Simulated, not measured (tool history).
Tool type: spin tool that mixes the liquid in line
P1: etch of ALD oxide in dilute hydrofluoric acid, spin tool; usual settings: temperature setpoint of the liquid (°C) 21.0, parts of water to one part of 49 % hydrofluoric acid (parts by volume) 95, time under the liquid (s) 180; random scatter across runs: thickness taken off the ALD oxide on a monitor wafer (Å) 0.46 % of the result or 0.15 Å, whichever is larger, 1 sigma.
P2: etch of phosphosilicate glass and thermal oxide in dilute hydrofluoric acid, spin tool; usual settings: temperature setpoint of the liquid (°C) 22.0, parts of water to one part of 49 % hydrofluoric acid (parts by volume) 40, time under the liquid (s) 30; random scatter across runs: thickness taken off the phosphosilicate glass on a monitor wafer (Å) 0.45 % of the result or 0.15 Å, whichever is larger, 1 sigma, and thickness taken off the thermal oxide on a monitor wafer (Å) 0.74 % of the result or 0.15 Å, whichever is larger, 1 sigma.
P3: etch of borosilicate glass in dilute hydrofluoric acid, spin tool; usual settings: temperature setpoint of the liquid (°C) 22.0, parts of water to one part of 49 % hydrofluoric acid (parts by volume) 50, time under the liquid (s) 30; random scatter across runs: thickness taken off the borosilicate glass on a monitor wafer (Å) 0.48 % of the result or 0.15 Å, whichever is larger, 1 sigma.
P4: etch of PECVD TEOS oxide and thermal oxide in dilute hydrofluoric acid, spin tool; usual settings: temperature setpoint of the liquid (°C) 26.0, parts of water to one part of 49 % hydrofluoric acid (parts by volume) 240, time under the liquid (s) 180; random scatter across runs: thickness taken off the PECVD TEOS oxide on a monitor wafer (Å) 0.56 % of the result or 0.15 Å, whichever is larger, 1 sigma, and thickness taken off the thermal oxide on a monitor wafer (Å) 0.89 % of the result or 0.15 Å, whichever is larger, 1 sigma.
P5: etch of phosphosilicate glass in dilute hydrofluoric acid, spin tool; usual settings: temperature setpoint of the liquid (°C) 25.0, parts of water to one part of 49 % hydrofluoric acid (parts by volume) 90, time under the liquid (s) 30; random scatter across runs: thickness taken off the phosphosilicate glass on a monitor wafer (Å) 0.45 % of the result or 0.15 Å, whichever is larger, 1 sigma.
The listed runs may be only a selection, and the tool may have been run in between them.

| run | hour | process that ran | temperature setpoint of the liquid (°C) | parts of water to one part of 49 % hydrofluoric acid (parts by volume) | time under the liquid (s) | thickness taken off the ALD oxide on a monitor wafer (Å) | thickness taken off the borosilicate glass on a monitor wafer (Å) | thickness taken off the phosphosilicate glass on a monitor wafer (Å) | thickness taken off the thermal oxide on a monitor wafer (Å) | thickness taken off the PECVD TEOS oxide on a monitor wafer (Å) |
|---|---|---|---|---|---|---|---|---|---|---|
| 1 | 6.1 | P1 | 21.0 | 95 | 180 | 185.520 |  |  |  |  |
| 2 | 9.6 | P1 | 26.0 | 95 | 180 | 226.700 |  |  |  |  |
| 3 | 14.3 | P3 | 22.0 | 50 | 30 |  | 180.450 |  |  |  |
| 4 | 19.2 | P2 | 29.0 | 40 | 30 |  |  | 1206.70 | 46.875 |  |
| 5 | 24.5 | P5 | 25.0 | 90 | 30 |  |  | 333.06 |  |  |
| 6 | 29.2 | P2 | 22.0 | 40 | 30 |  |  | 902.48 | 35.749 |  |
| 7 | 34.5 | P1 | 21.0 | 135 | 180 | 125.110 |  |  |  |  |
| 8 | 37.9 | P4 | 26.0 | 240 | 310 |  |  |  | 52.999 | 170.610 |
| 9 | 42.7 | P4 | 26.0 | 240 | 180 |  |  |  | 30.803 | 100.170 |
| 10 | 45.8 | P5 | 32.5 | 90 | 30 |  |  | 440.24 |  |  |
| 11 | 51.3 | P2 | 22.0 | 40 | 30 |  |  | 901.47 | 35.416 |  |
| 12 | 56.4 | P5 | 25.0 | 50 | 30 |  |  | 631.46 |  |  |
| 13 | 59.9 | P1 | 21.0 | 95 | 180 | 185.690 |  |  |  |  |
| 14 | 64.2 | P3 | 22.0 | 50 | 15 |  | 90.271 |  |  |  |
| 15 | 70.4 | P5 | 25.0 | 90 | 30 |  |  | 329.98 |  |  |
| 16 | 77.0 | P4 | 34.0 | 240 | 180 |  |  |  | 40.372 | 130.500 |
| 17 | 80.1 | P5 | 25.0 | 90 | 55 |  |  | 610.93 |  |  |
| 18 | 84.9 | P1 | 21.0 | 95 | 285 | 293.530 |  |  |  |  |
| 19 | 89.5 | P1 | 21.0 | 95 | 180 | 186.850 |  |  |  |  |
| 20 | 96.0 | P1 | 21.0 | 95 | 180 | 185.890 |  |  |  |  |
|  | 100.2 | thermometer replaced |
| 21 | 102.4 | P4 | 26.0 | 375 | 180 |  |  |  | 16.797 | 55.392 |
| 22 | 108.9 | P1 | 17.0 | 95 | 310 | 271.440 |  |  |  |  |
| 23 | 113.0 | P1 | 21.0 | 95 | 180 | 183.960 |  |  |  |  |
| 24 | 117.6 | P3 | 22.0 | 50 | 30 |  | 180.800 |  |  |  |
| 25 | 121.7 | P1 | 21.0 | 95 | 15 | 15.228 |  |  |  |  |
| 26 | 127.3 | P2 | 22.0 | 40 | 15 |  |  | 451.80 | 17.928 |  |
| 27 | 131.4 | P4 | 26.0 | 240 | 180 |  |  |  | 30.174 | 99.317 |
| 28 | 137.7 | P2 | 22.0 | 60 | 30 |  |  | 588.66 | 23.044 |  |
| 29 | 144.0 | P3 | 22.0 | 25 | 30 |  | 371.800 |  |  |  |
| 30 | 149.0 | P1 | 17.0 | 95 | 180 | 156.720 |  |  |  |  |
| 31 | 155.6 | P1 | 21.0 | 55 | 180 | 339.090 |  |  |  |  |
| 32 | 160.1 | P3 | 17.0 | 50 | 30 |  | 144.840 |  |  |  |
| 33 | 165.1 | P1 | 21.0 | 95 | 180 | 184.470 |  |  |  |  |
| 34 | 171.4 | P1 | 21.0 | 95 | 180 | 178.450 |  |  |  |  |
| 35 | 174.9 | P1 | 21.0 | 95 | 180 | 179.240 |  |  |  |  |
| 36 | 180.0 | P1 | 21.0 | 95 | 180 | 175.820 |  |  |  |  |
| 37 | 185.8 | P1 | 21.0 | 95 | 180 | 175.180 |  |  |  |  |
| 38 | 190.3 | P1 | 21.0 | 95 | 180 | 175.350 |  |  |  |  |
| 39 | 195.4 | P1 | 21.0 | 95 | 180 | 174.030 |  |  |  |  |
| 40 | 200.1 | P1 | 21.0 | 95 | 180 | 174.740 |  |  |  |  |
| 41 | 206.2 | P1 | 21.0 | 95 | 180 | 174.070 |  |  |  |  |
| 42 | 210.0 | P1 | 21.0 | 95 | 180 | 173.050 |  |  |  |  |
| 43 | 213.7 | P1 | 21.0 | 95 | 180 | 173.330 |  |  |  |  |

Something has made what P1 gives creep away from where it was; the 2 causes below, each at its own stated size, fit the log equally well:
A: hydrofluoric acid flow below the setpoint (%) = 5.75
B: liquid colder than its thermometer reads (K) = 1.61
Onset of the creep was near hour 165.1.

Each of the check runs listed below is run on 2 wafers and reports their average, with the results left as question marks. Pick the one under which the possible causes would lead to clearly different results.
| check 1 | 217.4 | P2 | 28.5 | 40 | 30 |  |  | ? | ? |  |
| check 2 | 217.4 | P4 | 34.0 | 355 | 180 |  |  |  | ? | ? |
| check 3 | 217.4 | P3 | 17.5 | 50 | 30 |  | ? |  |  |  |
| check 4 | 217.4 | P5 | 32.0 | 90 | 45 |  |  | ? |  |  |

What every check run would give for each of its results, assuming each possible cause in turn:
| check | result | if A | if B |
|---|---|---|---|
| check 1 | thickness taken off the phosphosilicate glass on a monitor wafer (Å) | 1107.10 | 1104.90 |
| check 1 | thickness taken off the thermal oxide on a monitor wafer (Å) | 43.805 | 43.715 |
| check 2 | thickness taken off the thermal oxide on a monitor wafer (Å) | 21.590 | 22.364 |
| check 2 | thickness taken off the PECVD TEOS oxide on a monitor wafer (Å) | 70.565 | 73.095 |
| check 3 | thickness taken off the borosilicate glass on a monitor wafer (Å) | 139.210 | 138.170 |
| check 4 | thickness taken off the phosphosilicate glass on a monitor wafer (Å) | 611.38 | 615.79 |
Separation of the two closest causes in each check, using whichever result separates them best: check 1 0.21 %; check 2 3.52 %; check 3 0.75 %; check 4 0.72 %
Of the check runs offered, only check 2 discriminates between the causes; the rest would read about the same regardless of which cause applies.

With check 2 done, the readings were: thickness taken off the thermal oxide on a monitor wafer (Å) 22.574; thickness taken off the PECVD TEOS oxide on a monitor wafer (Å) 72.665. Identify which of the listed causes applies.

It is B: liquid colder than its thermometer reads (K).
